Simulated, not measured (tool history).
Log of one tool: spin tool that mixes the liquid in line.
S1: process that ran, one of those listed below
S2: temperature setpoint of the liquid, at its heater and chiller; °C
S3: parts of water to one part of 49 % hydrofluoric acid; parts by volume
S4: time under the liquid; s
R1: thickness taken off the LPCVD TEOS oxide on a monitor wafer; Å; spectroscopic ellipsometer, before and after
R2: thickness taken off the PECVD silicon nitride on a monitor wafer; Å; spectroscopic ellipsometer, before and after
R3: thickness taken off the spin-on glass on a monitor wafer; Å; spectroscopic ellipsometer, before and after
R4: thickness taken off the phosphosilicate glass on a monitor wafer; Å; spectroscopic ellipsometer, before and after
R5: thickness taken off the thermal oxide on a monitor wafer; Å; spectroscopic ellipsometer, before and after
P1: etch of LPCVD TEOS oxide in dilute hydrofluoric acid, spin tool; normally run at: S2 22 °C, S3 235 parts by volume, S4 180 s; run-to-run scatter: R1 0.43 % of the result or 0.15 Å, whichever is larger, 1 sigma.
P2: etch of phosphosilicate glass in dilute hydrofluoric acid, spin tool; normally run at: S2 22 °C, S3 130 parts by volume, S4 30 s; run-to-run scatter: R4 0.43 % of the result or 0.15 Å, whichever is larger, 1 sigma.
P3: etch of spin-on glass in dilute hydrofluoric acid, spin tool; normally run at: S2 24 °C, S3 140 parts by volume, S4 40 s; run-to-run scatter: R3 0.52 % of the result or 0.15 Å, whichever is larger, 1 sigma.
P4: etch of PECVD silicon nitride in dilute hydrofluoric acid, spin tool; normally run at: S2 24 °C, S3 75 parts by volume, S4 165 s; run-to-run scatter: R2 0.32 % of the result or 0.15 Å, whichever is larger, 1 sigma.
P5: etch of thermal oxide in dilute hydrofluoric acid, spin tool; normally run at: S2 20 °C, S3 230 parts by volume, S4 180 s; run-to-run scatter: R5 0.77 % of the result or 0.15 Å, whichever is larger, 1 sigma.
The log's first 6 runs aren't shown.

run,day,S1,S2,S3,S4,R1,R2,R3,R4,R5
7,1.05,P1,22,235,180,100.9,,,,
8,1.212,P3,24,215,40,,,63.335,,
9,1.358,P2,22,205,30,,,,71.965,
10,1.521,P4,24,75,75,,30.453,,,
11,1.717,P1,22,235,15,8.225,,,,
12,1.862,P5,20,230,320,,,,,48.627
13,2.004,P1,17,235,180,82.937,,,,
14,2.175,P5,20,230,180,,,,,27.905
15,2.292,P1,22,235,300,166.4,,,,
16,2.408,P1,17,155,180,134.91,,,,
17,2.588,P3,24,140,40,,,105.63,,
18,2.738,P3,24,140,40,,,105.15,,
19,2.912,P2,22,130,30,,,,123.17,
20,3.092,P2,17,130,30,,,,100.96,
21,3.275,P3,17.5,140,40,,,81.63,,
22,3.45,P1,28.5,235,180,126.01,,,,
23,3.571,P1,27.5,235,20,13.602,,,,
24,3.704,P1,22,235,180,99.661,,,,
25,3.833,P5,20,75,180,,,,,99.165
26,3.954,P1,22,40,180,730.47,,,,
27,4.058,P5,17,230,180,,,,,24.729
# day 4.108: thermometer replaced
28,4.167,P2,22,130,55,,,,227.28,
29,4.325,P4,24,115,165,,43.287,,,
30,4.488,P1,22,235,180,100.18,,,,
31,4.612,P1,22,235,180,99.577,,,,

Run 32 comes next. What will it give?
32,4.729,P1,22,235,180,?,,,,

{"run 32": {"R1": 101.48}}
